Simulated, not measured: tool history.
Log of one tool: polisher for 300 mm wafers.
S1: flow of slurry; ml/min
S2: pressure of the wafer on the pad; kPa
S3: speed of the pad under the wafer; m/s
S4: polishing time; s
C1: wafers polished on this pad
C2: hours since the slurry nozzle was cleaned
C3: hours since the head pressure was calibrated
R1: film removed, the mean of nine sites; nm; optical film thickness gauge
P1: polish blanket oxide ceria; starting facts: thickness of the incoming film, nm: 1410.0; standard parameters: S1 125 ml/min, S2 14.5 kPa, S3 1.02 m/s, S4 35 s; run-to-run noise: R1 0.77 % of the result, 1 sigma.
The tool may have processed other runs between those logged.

run,hour,S1,S2,S3,S4,C1,C2,C3,R1
1,7.2,125,14.5,1.02,35,754,324.0,1010.9,97.087
2,15.3,125,14.5,1.02,35,858,332.1,1019.0,98.526
3,23.8,165,14.5,1.02,35,966,340.6,1027.5,103.200
4,30.9,125,14.5,1.02,49,1057,347.7,1034.6,138.830
5,41.7,125,14.5,1.02,35,1196,358.5,1045.4,97.658
6,48.9,75,14.5,1.02,49,1288,365.7,1052.6,120.630
7,54.6,125,14.5,1.62,35,1361,371.4,1058.3,154.220
8,64.7,125,14.5,0.64,35,1490,381.5,1068.4,60.642
9,73.7,125,22.8,1.02,35,1605,390.5,1077.4,152.220
10,79.1,75,14.5,1.02,35,1674,395.9,1082.8,85.201
11,88.4,125,14.5,1.02,19,1793,405.2,1092.1,52.669
12,95.7,125,14.5,1.02,35,1887,412.5,1099.4,98.381
13,105.8,125,6.9,1.02,35,2016,422.6,1109.5,46.464
14,112.7,125,14.5,1.02,35,2104,429.5,1116.4,96.802
15,118.3,125,14.5,1.02,35,2176,435.1,1122.0,95.080
16,125.8,125,14.5,1.02,35,2272,442.6,1129.5,93.492
17,134.4,125,14.5,1.02,35,2382,451.2,1138.1,92.441
18,143.7,125,14.5,1.02,35,2501,460.5,1147.4,90.809
19,153.0,125,14.5,1.02,35,2620,469.8,1156.7,90.038
20,164.1,125,14.5,1.02,35,2762,480.9,1167.8,89.536
21,174.7,125,14.5,1.02,35,2898,491.5,1178.4,89.235
# hour 177.2: head pressure recalibrated
22,179.9,125,14.5,1.02,35,2964,496.7,2.8,89.095
23,186.8,125,14.5,1.02,35,3053,503.6,9.7,87.982
24,197.5,125,14.5,1.02,35,3190,514.3,20.4,90.443
25,206.1,125,14.5,1.02,35,3300,522.9,29.0,87.917

The log shows P1 creeping away from where it was. Any of the 2 causes listed here, at the size stated for it, fits the log just as well as the others:
A: removal rate lost through wear of the pad, % = 9.51
B: slurry flow missing at the pad, % = 33.5
At approximately hour 112.7, the process output began to creep.
Each remaining cause and why it is not a fit:
head's pressure below its setpoint, %: serviced after onset, at hour 177.2, with no recovery of the prior output

Which of the 4 check runs listed below separates the causes, so that each cause would produce a clearly different result? Each run uses one wafer, and its results are marked with question marks.
check 1,214.7,125,22.1,1.52,35,,,,?
check 2,214.7,125,9.0,1.50,35,,,,?
check 3,214.7,75,7.6,1.02,35,,,,?
check 4,214.7,125,14.5,1.52,19,,,,?

How each check would come out, cause by cause:
check,result,if A,if B
check 1,R1,201.020,201.010
check 2,R1,80.590,80.584
check 3,R1,40.663,38.523
check 4,R1,71.614,71.608
Per check, the gap between the least separated pair of causes, taken in the result that splits them most: check 1 0.01 %; check 2 0.01 %; check 3 5.41 %; check 4 0.01 %
Only check 3 tells the causes apart: in the others they would give nearly the same result.

Check 3 was carried out, with these results: R1 40.752 nm. Which of the listed causes is responsible?

The correct cause is A, namely: removal rate lost through wear of the pad, %.

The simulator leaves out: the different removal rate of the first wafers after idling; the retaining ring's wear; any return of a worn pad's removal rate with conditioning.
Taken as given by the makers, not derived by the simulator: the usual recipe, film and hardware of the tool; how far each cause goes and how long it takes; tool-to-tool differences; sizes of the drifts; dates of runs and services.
